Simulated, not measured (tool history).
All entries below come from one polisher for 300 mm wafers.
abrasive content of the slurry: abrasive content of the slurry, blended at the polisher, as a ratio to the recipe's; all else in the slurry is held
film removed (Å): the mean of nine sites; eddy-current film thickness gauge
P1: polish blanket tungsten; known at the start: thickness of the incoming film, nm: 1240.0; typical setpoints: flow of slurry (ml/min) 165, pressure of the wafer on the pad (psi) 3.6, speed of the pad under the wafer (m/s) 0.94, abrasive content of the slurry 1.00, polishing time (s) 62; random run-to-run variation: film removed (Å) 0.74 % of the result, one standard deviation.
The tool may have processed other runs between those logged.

run	hour	flow of slurry (ml/min)	pressure of the wafer on the pad (psi)	speed of the pad under the wafer (m/s)	abrasive content of the slurry	polishing time (s)	wafers polished on this pad	hours since the slurry nozzle was cleaned	hours since the head pressure was calibrated	hours since the slurry blender was calibrated	hours since the slurry got fresh peroxide	film removed (Å)
1	7.6	165	3.6	0.94	1.00	62	617	489.0	404.0	267.0	103.8	2131.3
2	11.6	165	3.6	0.94	1.00	62	668	493.0	408.0	271.0	107.8	2137.7
3	16.5	165	4.9	0.94	1.00	62	730	497.9	412.9	275.9	112.7	2918.7
4	20.6	235	3.6	0.94	1.00	62	783	502.0	417.0	280.0	116.8	2225.8
5	24.3	165	3.6	0.94	1.00	62	830	505.7	420.7	283.7	120.5	2144.7
6	31.7	165	2.0	0.94	1.00	62	924	513.1	428.1	291.1	127.9	1175.8
7	38.6	165	3.6	0.46	1.00	62	1012	520.0	435.0	298.0	134.8	1048.5
8	43.7	165	3.6	0.94	1.45	62	1077	525.1	440.1	303.1	139.9	2329.0
9	48.4	165	3.6	1.38	1.00	62	1137	529.8	444.8	307.8	144.6	3136.9
10	53.8	165	2.0	1.16	1.00	62	1206	535.2	450.2	313.2	150.0	1464.2
11	57.6	165	3.6	0.94	1.45	79	1254	539.0	454.0	317.0	153.8	2980.2
12	63.5	165	3.6	0.94	1.00	31	1329	544.9	459.9	322.9	159.7	1071.5
13	70.1	100	3.6	0.94	1.00	62	1413	551.5	466.5	329.5	166.3	1929.8
14	77.5	165	3.6	0.94	1.00	62	1508	558.9	473.9	336.9	173.7	2119.2
15	82.6	165	3.6	0.94	1.00	94	1573	564.0	479.0	342.0	178.8	3280.7
16	87.5	165	2.7	1.38	1.00	62	1635	568.9	483.9	346.9	183.7	2375.0
17	94.7	165	3.6	0.94	0.75	62	1727	576.1	491.1	354.1	190.9	2002.0
18	102.4	165	3.6	0.94	1.00	62	1825	583.8	498.8	361.8	198.6	2154.4
19	107.8	165	3.6	0.94	1.00	62	1894	589.2	504.2	367.2	204.0	2099.3
20	112.8	165	3.6	0.94	1.00	62	1958	594.2	509.2	372.2	209.0	2065.1
21	119.2	165	3.6	0.94	1.00	62	2039	600.6	515.6	378.6	215.4	2007.4
# hour 119.7: head pressure recalibrated
# hour 121.0: slurry tank refilled with fresh slurry and peroxide
22	125.0	165	3.6	0.94	1.00	62	2113	606.4	5.4	384.4	4.1	2014.4
23	131.1	165	3.6	0.94	1.00	62	2191	612.5	11.5	390.5	10.2	1977.1
# hour 133.4: worn pad replaced by a new one
24	137.7	165	3.6	0.94	1.00	62	55	619.1	18.1	397.1	16.8	1955.0

The next listed run, before its measurement:
25	145.1	165	3.6	0.94	1.00	62	150	626.5	25.5	404.5	24.2	?

film removed (Å): 1977.6
